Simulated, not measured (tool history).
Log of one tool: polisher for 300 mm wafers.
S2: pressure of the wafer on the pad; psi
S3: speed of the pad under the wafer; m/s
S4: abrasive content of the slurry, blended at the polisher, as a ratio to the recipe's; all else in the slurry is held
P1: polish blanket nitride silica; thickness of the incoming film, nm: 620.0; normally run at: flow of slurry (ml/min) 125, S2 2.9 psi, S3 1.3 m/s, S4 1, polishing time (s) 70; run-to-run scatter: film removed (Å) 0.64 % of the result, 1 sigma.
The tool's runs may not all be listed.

Run 1, hour 3.2: flow of slurry (ml/min) 125, S2 2.9 psi, S3 1.3 m/s, S4 1, polishing time (s) 70. Result: film removed (Å) 475.6.
Run 2, hour 5.9: flow of slurry (ml/min) 125, S2 2.9 psi, S3 1.3 m/s, S4 1, polishing time (s) 70. Result: film removed (Å) 476.75.
Run 3, hour 8.2: flow of slurry (ml/min) 125, S2 2.9 psi, S3 1.3 m/s, S4 1, polishing time (s) 45. Result: film removed (Å) 306.37.
Run 4, hour 12.7: flow of slurry (ml/min) 125, S2 2.9 psi, S3 1.8 m/s, S4 1, polishing time (s) 70. Result: film removed (Å) 614.09.
Run 5, hour 16: flow of slurry (ml/min) 195, S2 2.9 psi, S3 1.3 m/s, S4 1, polishing time (s) 70. Result: film removed (Å) 520.27.
Run 6, hour 18: flow of slurry (ml/min) 125, S2 1.4 psi, S3 1.3 m/s, S4 1, polishing time (s) 70. Result: film removed (Å) 228.73.
Run 7, hour 22.4: flow of slurry (ml/min) 125, S2 4.3 psi, S3 1.3 m/s, S4 1, polishing time (s) 70. Result: film removed (Å) 710.31.
Run 8, hour 25.4: flow of slurry (ml/min) 125, S2 2.9 psi, S3 1.3 m/s, S4 1.35, polishing time (s) 70. Result: film removed (Å) 544.85.
Run 9, hour 28.4: flow of slurry (ml/min) 125, S2 2.9 psi, S3 1.3 m/s, S4 1, polishing time (s) 70. Result: film removed (Å) 482.58.
Run 10, hour 31.3: flow of slurry (ml/min) 125, S2 2.9 psi, S3 1.3 m/s, S4 1, polishing time (s) 96. Result: film removed (Å) 656.07.
Run 11, hour 35.1: flow of slurry (ml/min) 125, S2 2.9 psi, S3 0.58 m/s, S4 1, polishing time (s) 70. Result: film removed (Å) 251.35.
Run 12, hour 38.6: flow of slurry (ml/min) 125, S2 2.9 psi, S3 1.3 m/s, S4 0.55, polishing time (s) 70. Result: film removed (Å) 346.4.
At hour 40.6: conditioning disc replaced and pad reconditioned.
Run 13, hour 42.1: flow of slurry (ml/min) 125, S2 2 psi, S3 1.3 m/s, S4 1.3, polishing time (s) 70. Result: film removed (Å) 363.77.
Run 14, hour 45.5: flow of slurry (ml/min) 75, S2 2.9 psi, S3 1.3 m/s, S4 1, polishing time (s) 70. Result: film removed (Å) 424.48.
Run 15, hour 49.9: flow of slurry (ml/min) 125, S2 2.9 psi, S3 1.3 m/s, S4 1, polishing time (s) 70. Result: film removed (Å) 476.31.
Run 16, hour 53.2: flow of slurry (ml/min) 125, S2 2.9 psi, S3 1.3 m/s, S4 1, polishing time (s) 70. Result: film removed (Å) 475.68.
Run 17, hour 55.8: flow of slurry (ml/min) 125, S2 2.9 psi, S3 1.3 m/s, S4 1, polishing time (s) 70. Result: film removed (Å) 470.49.
Run 18, hour 58.3: flow of slurry (ml/min) 125, S2 2.9 psi, S3 1.3 m/s, S4 1, polishing time (s) 70. Result: film removed (Å) 454.43.
Run 19, hour 60.5: flow of slurry (ml/min) 125, S2 2.9 psi, S3 1.3 m/s, S4 1, polishing time (s) 70. Result: film removed (Å) 443.15.

Forecast run 20:
Run 20, hour 63.1: flow of slurry (ml/min) 125, S2 2.9 psi, S3 1.3 m/s, S4 1, polishing time (s) 70. Result: film removed (Å) ?.

Run 20 gave film removed (Å) 439.
